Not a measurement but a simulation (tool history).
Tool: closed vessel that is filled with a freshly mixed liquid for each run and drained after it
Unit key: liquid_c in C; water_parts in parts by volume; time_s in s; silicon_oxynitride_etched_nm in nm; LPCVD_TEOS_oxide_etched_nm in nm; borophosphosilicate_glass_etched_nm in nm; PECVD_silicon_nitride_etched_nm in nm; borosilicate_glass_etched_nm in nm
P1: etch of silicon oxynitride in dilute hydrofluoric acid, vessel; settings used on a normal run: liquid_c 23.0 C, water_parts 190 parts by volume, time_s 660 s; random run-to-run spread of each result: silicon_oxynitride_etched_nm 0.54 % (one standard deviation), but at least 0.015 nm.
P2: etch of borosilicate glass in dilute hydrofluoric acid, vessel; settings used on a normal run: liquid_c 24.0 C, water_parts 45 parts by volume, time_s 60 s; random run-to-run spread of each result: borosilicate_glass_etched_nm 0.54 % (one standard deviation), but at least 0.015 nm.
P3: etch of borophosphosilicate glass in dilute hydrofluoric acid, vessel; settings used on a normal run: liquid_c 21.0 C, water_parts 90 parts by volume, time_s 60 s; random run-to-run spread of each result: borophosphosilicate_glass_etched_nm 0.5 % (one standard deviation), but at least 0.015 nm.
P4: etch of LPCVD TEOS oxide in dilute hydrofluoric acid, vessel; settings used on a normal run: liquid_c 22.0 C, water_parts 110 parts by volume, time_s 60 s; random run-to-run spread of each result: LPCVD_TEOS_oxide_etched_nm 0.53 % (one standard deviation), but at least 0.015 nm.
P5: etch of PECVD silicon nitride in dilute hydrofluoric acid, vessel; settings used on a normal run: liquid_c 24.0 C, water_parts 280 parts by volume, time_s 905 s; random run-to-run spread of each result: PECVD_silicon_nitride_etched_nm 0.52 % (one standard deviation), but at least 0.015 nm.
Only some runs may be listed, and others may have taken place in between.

| run | day | process | liquid_c | water_parts | time_s | hours since the thermometer was replaced | hours since the hydrofluoric acid flow meter was replaced | silicon_oxynitride_etched_nm | LPCVD_TEOS_oxide_etched_nm | borophosphosilicate_glass_etched_nm | PECVD_silicon_nitride_etched_nm | borosilicate_glass_etched_nm |
|---|---|---|---|---|---|---|---|---|---|---|---|---|
| 1 | 0.125 | P1 | 23.0 | 190 | 660 | 1399.6 | 1042.4 | 14.7390 |  |  |  |  |
| 2 | 0.342 | P4 | 22.0 | 110 | 85 | 1404.8 | 1047.6 |  | 39.196 |  |  |  |
| 3 | 0.525 | P1 | 23.0 | 190 | 1070 | 1409.2 | 1052.0 | 23.9680 |  |  |  |  |
| 4 | 0.717 | P3 | 21.0 | 90 | 60 | 1413.8 | 1056.6 |  |  | 43.463 |  |  |
| 5 | 0.942 | P5 | 24.0 | 280 | 905 | 1419.2 | 1062.0 |  |  |  | 10.9110 |  |
| 6 | 1.175 | P1 | 17.5 | 190 | 660 | 1424.8 | 1067.6 | 11.3790 |  |  |  |  |
| 7 | 1.429 | P1 | 23.0 | 80 | 45 | 1430.9 | 1073.7 | 2.6482 |  |  |  |  |
| 8 | 1.629 | P1 | 23.0 | 30 | 660 | 1435.7 | 1078.5 | 105.0300 |  |  |  |  |
| 9 | 1.779 | P1 | 23.0 | 190 | 660 | 1439.3 | 1082.1 | 14.8190 |  |  |  |  |
| 10 | 2.017 | P2 | 24.0 | 45 | 60 | 1445.0 | 1087.8 |  |  |  |  | 25.686 |
| 11 | 2.192 | P1 | 23.0 | 190 | 660 | 1449.2 | 1092.0 | 14.7660 |  |  |  |  |
| 12 | 2.329 | P4 | 28.0 | 110 | 60 | 1452.5 | 1095.3 |  | 35.013 |  |  |  |
| 13 | 2.588 | P2 | 24.0 | 45 | 105 | 1458.7 | 1101.5 |  |  |  |  | 45.001 |
| 14 | 2.767 | P2 | 28.5 | 45 | 60 | 1463.0 | 1105.8 |  |  |  |  | 30.830 |
| 15 | 2.883 | P3 | 21.0 | 90 | 60 | 1465.8 | 1108.6 |  |  | 43.788 |  |  |
| 16 | 3.142 | P4 | 22.0 | 60 | 60 | 1472.0 | 1114.8 |  | 53.982 |  |  |  |
| 17 | 3.338 | P3 | 21.0 | 90 | 30 | 1476.7 | 1119.5 |  |  | 21.828 |  |  |
| 18 | 3.542 | P5 | 31.0 | 280 | 905 | 1481.6 | 1124.4 |  |  |  | 16.6020 |  |
| 19 | 3.762 | P1 | 23.0 | 190 | 90 | 1486.9 | 1129.7 | 2.0103 |  |  |  |  |
| 20 | 3.917 | P3 | 21.0 | 40 | 60 | 1490.6 | 1133.4 |  |  | 104.360 |  |  |
| 21 | 4.175 | P5 | 24.0 | 280 | 905 | 1496.8 | 1139.6 |  |  |  | 10.9150 |  |
| 22 | 4.338 | P2 | 24.0 | 45 | 60 | 1500.7 | 1143.5 |  |  |  |  | 25.848 |
| 23 | 4.458 | P1 | 31.0 | 190 | 660 | 1503.6 | 1146.4 | 21.0810 |  |  |  |  |
| 24 | 4.662 | P5 | 24.0 | 405 | 905 | 1508.5 | 1151.3 |  |  |  | 7.5893 |  |
| 25 | 4.796 | P2 | 24.0 | 25 | 60 | 1511.7 | 1154.5 |  |  |  |  | 47.536 |
| 26 | 4.929 | P1 | 23.0 | 275 | 660 | 1514.9 | 1157.7 | 9.6608 |  |  |  |  |
| 27 | 5.104 | P4 | 22.0 | 110 | 60 | 1519.1 | 1161.9 |  | 28.075 |  |  |  |
| 28 | 5.300 | P5 | 24.0 | 280 | 215 | 1523.8 | 1166.6 |  |  |  | 2.5750 |  |
| 29 | 5.483 | P1 | 23.0 | 190 | 660 | 1528.2 | 1171.0 | 14.7290 |  |  |  |  |
| 30 | 5.658 | P3 | 28.5 | 90 | 60 | 1532.4 | 1175.2 |  |  | 58.876 |  |  |
| 31 | 5.854 | P1 | 23.0 | 190 | 660 | 1537.1 | 1179.9 | 14.7170 |  |  |  |  |
| 32 | 6.000 | P1 | 23.0 | 190 | 660 | 1540.6 | 1183.4 | 15.4130 |  |  |  |  |
| 33 | 6.162 | P1 | 23.0 | 190 | 660 | 1544.5 | 1187.3 | 15.8980 |  |  |  |  |
| 34 | 6.350 | P1 | 23.0 | 190 | 660 | 1549.0 | 1191.8 | 15.9700 |  |  |  |  |
| 35 | 6.608 | P1 | 23.0 | 190 | 660 | 1555.2 | 1198.0 | 16.0800 |  |  |  |  |
| 36 | 6.742 | P1 | 23.0 | 190 | 660 | 1558.4 | 1201.2 | 16.3560 |  |  |  |  |
| 37 | 6.954 | P1 | 23.0 | 190 | 660 | 1563.5 | 1206.3 | 16.3560 |  |  |  |  |
| 38 | 7.171 | P1 | 23.0 | 190 | 660 | 1568.7 | 1211.5 | 16.3330 |  |  |  |  |

The output of P1 has drifted from where it used to be. Each of the 2 causes below, taken at the size shown beside it, accounts for the log equally well:
A: hydrofluoric acid flow above the setpoint (%) = 9.87
B: liquid hotter than its thermometer reads (K) = 2.39
At approximately day 5.854, the process output began to creep.

Which of the 4 check runs listed below separates the causes, so that each cause would produce a clearly different result? Each run uses one wafer, and its results are marked with question marks.
| check 1 | 7.388 | P2 | 24.0 | 45 | 60 |  |  |  |  |  |  | ? |
| check 2 | 7.388 | P3 | 21.0 | 90 | 60 |  |  |  |  | ? |  |  |
| check 3 | 7.388 | P4 | 22.0 | 110 | 60 |  |  |  | ? |  |  |  |
| check 4 | 7.388 | P5 | 24.0 | 280 | 905 |  |  |  |  |  | ? |  |

How each check would come out, cause by cause:
| check | result | if A | if B |
|---|---|---|---|
| check 1 | borosilicate_glass_etched_nm | 28.399 | 28.353 |
| check 2 | borophosphosilicate_glass_etched_nm | 48.497 | 48.173 |
| check 3 | LPCVD_TEOS_oxide_etched_nm | 30.873 | 30.539 |
| check 4 | PECVD_silicon_nitride_etched_nm | 12.0280 | 12.6690 |
How far apart the two closest causes lie, in the result that separates them most: check 1 0.16 %; check 2 0.67 %; check 3 1.09 %; check 4 5.19 %
Only in check 4 would the causes give clearly different results; in the remaining checks their results would be nearly the same.

Then check 4 was run and gave: PECVD_silicon_nitride_etched_nm 12.6540 nm. Which cause is it?

The cause is B: liquid hotter than its thermometer reads (K).

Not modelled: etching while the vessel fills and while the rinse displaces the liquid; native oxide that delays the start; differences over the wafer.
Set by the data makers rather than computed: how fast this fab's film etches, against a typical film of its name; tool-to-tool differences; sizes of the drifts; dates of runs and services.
